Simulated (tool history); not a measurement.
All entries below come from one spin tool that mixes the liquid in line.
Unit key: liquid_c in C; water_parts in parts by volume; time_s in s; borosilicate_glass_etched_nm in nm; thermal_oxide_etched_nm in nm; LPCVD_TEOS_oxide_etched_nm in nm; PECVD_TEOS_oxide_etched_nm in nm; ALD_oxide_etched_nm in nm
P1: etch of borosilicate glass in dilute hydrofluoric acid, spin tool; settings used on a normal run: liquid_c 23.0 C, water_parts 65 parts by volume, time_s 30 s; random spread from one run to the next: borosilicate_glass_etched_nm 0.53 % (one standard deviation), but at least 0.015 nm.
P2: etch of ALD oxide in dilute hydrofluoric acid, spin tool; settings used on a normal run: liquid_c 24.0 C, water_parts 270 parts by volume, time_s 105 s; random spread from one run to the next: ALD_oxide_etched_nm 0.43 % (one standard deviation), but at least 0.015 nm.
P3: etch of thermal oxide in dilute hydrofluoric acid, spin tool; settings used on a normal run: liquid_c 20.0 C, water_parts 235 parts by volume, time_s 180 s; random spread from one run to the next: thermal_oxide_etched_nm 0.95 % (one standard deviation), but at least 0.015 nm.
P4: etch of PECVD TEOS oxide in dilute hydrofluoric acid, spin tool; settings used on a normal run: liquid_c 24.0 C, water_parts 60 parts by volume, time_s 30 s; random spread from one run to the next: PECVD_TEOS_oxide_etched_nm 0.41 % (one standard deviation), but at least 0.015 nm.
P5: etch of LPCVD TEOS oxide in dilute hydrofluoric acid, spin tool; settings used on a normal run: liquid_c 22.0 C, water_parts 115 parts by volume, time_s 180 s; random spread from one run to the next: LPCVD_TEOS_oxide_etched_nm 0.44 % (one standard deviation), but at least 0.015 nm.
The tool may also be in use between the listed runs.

| run | hour | process | liquid_c | water_parts | time_s | hours since the thermometer was replaced | hours since the hydrofluoric acid flow meter was replaced | borosilicate_glass_etched_nm | thermal_oxide_etched_nm | LPCVD_TEOS_oxide_etched_nm | PECVD_TEOS_oxide_etched_nm | ALD_oxide_etched_nm |
|---|---|---|---|---|---|---|---|---|---|---|---|---|
| 1 | 9.8 | P1 | 23.0 | 65 | 30 | 624.6 | 487.7 | 13.5230 |  |  |  |  |
| 2 | 19.3 | P1 | 23.0 | 65 | 30 | 634.1 | 497.2 | 13.5200 |  |  |  |  |
| 3 | 29.2 | P3 | 24.5 | 235 | 180 | 644.0 | 507.1 |  | 3.3206 |  |  |  |
| 4 | 37.5 | P3 | 20.0 | 235 | 180 | 652.3 | 515.4 |  | 2.7751 |  |  |  |
| 5 | 47.8 | P5 | 22.0 | 180 | 180 | 662.6 | 525.7 |  |  | 35.219 |  |  |
| 6 | 56.4 | P1 | 19.5 | 65 | 15 | 671.2 | 534.3 | 5.8626 |  |  |  |  |
| 7 | 62.7 | P1 | 29.5 | 65 | 30 | 677.5 | 540.6 | 17.5980 |  |  |  |  |
| 8 | 68.5 | P5 | 22.0 | 115 | 180 | 683.3 | 546.4 |  |  | 59.135 |  |  |
| 9 | 78.4 | P4 | 24.0 | 25 | 30 | 693.2 | 556.3 |  |  |  | 23.7810 |  |
| 10 | 90.1 | P4 | 24.0 | 60 | 30 | 704.9 | 568.0 |  |  |  | 9.5205 |  |
| 11 | 96.6 | P1 | 23.0 | 40 | 30 | 711.4 | 574.5 | 22.9700 |  |  |  |  |
| 12 | 106.8 | P3 | 20.0 | 75 | 180 | 721.6 | 584.7 |  | 10.4580 |  |  |  |
| 13 | 118.2 | P2 | 24.0 | 270 | 105 | 733.0 | 596.1 |  |  |  |  | 10.6820 |
| 14 | 123.4 | P1 | 26.5 | 105 | 30 | 738.2 | 601.3 | 9.1154 |  |  |  |  |
| 15 | 134.0 | P1 | 23.0 | 65 | 30 | 748.8 | 611.9 | 13.5120 |  |  |  |  |
| 16 | 142.2 | P2 | 24.0 | 270 | 210 | 757.0 | 620.1 |  |  |  |  | 21.3300 |
| 17 | 148.5 | P1 | 23.0 | 65 | 30 | 763.3 | 626.4 | 13.5960 |  |  |  |  |
| 18 | 154.1 | P5 | 17.0 | 115 | 180 | 768.9 | 632.0 |  |  | 48.411 |  |  |
|  | 156.9 | thermometer replaced |
| 19 | 159.2 | P1 | 23.0 | 115 | 30 | 2.3 | 637.1 | 7.2154 |  |  |  |  |
| 20 | 170.1 | P3 | 20.0 | 235 | 345 | 13.2 | 648.0 |  | 5.3766 |  |  |  |
| 21 | 175.2 | P5 | 22.0 | 115 | 60 | 18.3 | 653.1 |  |  | 19.548 |  |  |
| 22 | 186.0 | P1 | 17.0 | 65 | 30 | 29.1 | 663.9 | 10.4500 |  |  |  |  |
| 23 | 194.0 | P4 | 32.0 | 60 | 30 | 37.1 | 671.9 |  |  |  | 12.9330 |  |
| 24 | 200.0 | P1 | 23.0 | 65 | 60 | 43.1 | 677.9 | 27.1530 |  |  |  |  |
| 25 | 211.6 | P1 | 23.0 | 65 | 15 | 54.7 | 689.5 | 6.8399 |  |  |  |  |
| 26 | 218.7 | P2 | 24.0 | 475 | 105 | 61.8 | 696.6 |  |  |  |  | 5.0051 |
| 27 | 229.2 | P4 | 24.0 | 60 | 15 | 72.3 | 707.1 |  |  |  | 4.7384 |  |
| 28 | 239.5 | P2 | 30.5 | 270 | 105 | 82.6 | 717.4 |  |  |  |  | 13.2910 |
| 29 | 247.4 | P5 | 22.0 | 115 | 180 | 90.5 | 725.3 |  |  | 58.837 |  |  |
| 30 | 253.4 | P1 | 23.0 | 65 | 30 | 96.5 | 731.3 | 13.3770 |  |  |  |  |
| 31 | 262.5 | P3 | 20.0 | 235 | 180 | 105.6 | 740.4 |  | 2.7920 |  |  |  |
| 32 | 269.1 | P2 | 24.0 | 270 | 105 | 112.2 | 747.0 |  |  |  |  | 10.7060 |
| 33 | 274.4 | P1 | 23.0 | 65 | 30 | 117.5 | 752.3 | 13.5050 |  |  |  |  |
| 34 | 285.9 | P1 | 23.0 | 65 | 30 | 129.0 | 763.8 | 13.5580 |  |  |  |  |
| 35 | 297.0 | P1 | 23.0 | 65 | 30 | 140.1 | 774.9 | 12.8470 |  |  |  |  |
| 36 | 306.8 | P1 | 23.0 | 65 | 30 | 149.9 | 784.7 | 12.4390 |  |  |  |  |
| 37 | 312.7 | P1 | 23.0 | 65 | 30 | 155.8 | 790.6 | 12.4150 |  |  |  |  |
| 38 | 321.7 | P1 | 23.0 | 65 | 30 | 164.8 | 799.6 | 12.3320 |  |  |  |  |
| 39 | 331.5 | P1 | 23.0 | 65 | 30 | 174.6 | 809.4 | 12.2790 |  |  |  |  |
| 40 | 340.3 | P1 | 23.0 | 65 | 30 | 183.4 | 818.2 | 12.2830 |  |  |  |  |

Compared with where it was, what P1 gives has crept away. Each cause listed below fits the log as well as the rest, at the size given for it:
A: hydrofluoric acid flow below the setpoint (%) = 8.92
B: liquid colder than its thermometer reads (K) = 2.45
The process output started creeping at around hour 285.9.

Listed below are the offered check runs, one wafer per run, with question marks in place of results. For which of them would the causes give clearly different outcomes?
| check 1 | 349.1 | P5 | 17.0 | 165 | 180 |  |  |  |  | ? |  |  |
| check 2 | 349.1 | P3 | 20.0 | 125 | 330 |  |  |  | ? |  |  |  |
| check 3 | 349.1 | P4 | 24.0 | 25 | 15 |  |  |  |  |  | ? |  |
| check 4 | 349.1 | P2 | 24.0 | 450 | 205 |  |  |  |  |  |  | ? |

Expected result of each check under each candidate cause:
| check | result | if A | if B |
|---|---|---|---|
| check 1 | LPCVD_TEOS_oxide_etched_nm | 28.576 | 28.801 |
| check 2 | thermal_oxide_etched_nm | 9.6541 | 9.7151 |
| check 3 | PECVD_TEOS_oxide_etched_nm | 10.8210 | 10.7450 |
| check 4 | ALD_oxide_etched_nm | 9.2602 | 9.7449 |
Gap, in per cent, between the two causes that each check separates least, read from the result that separates them most: check 1 0.78 %; check 2 0.63 %; check 3 0.71 %; check 4 5.1 %
Check 4 distinguishes between the causes, while the remaining checks would return nearly the same result for all of them.

Then check 4 was run and gave: ALD_oxide_etched_nm 9.7256 nm. Which cause is it?

It was cause B: liquid colder than its thermometer reads (K).
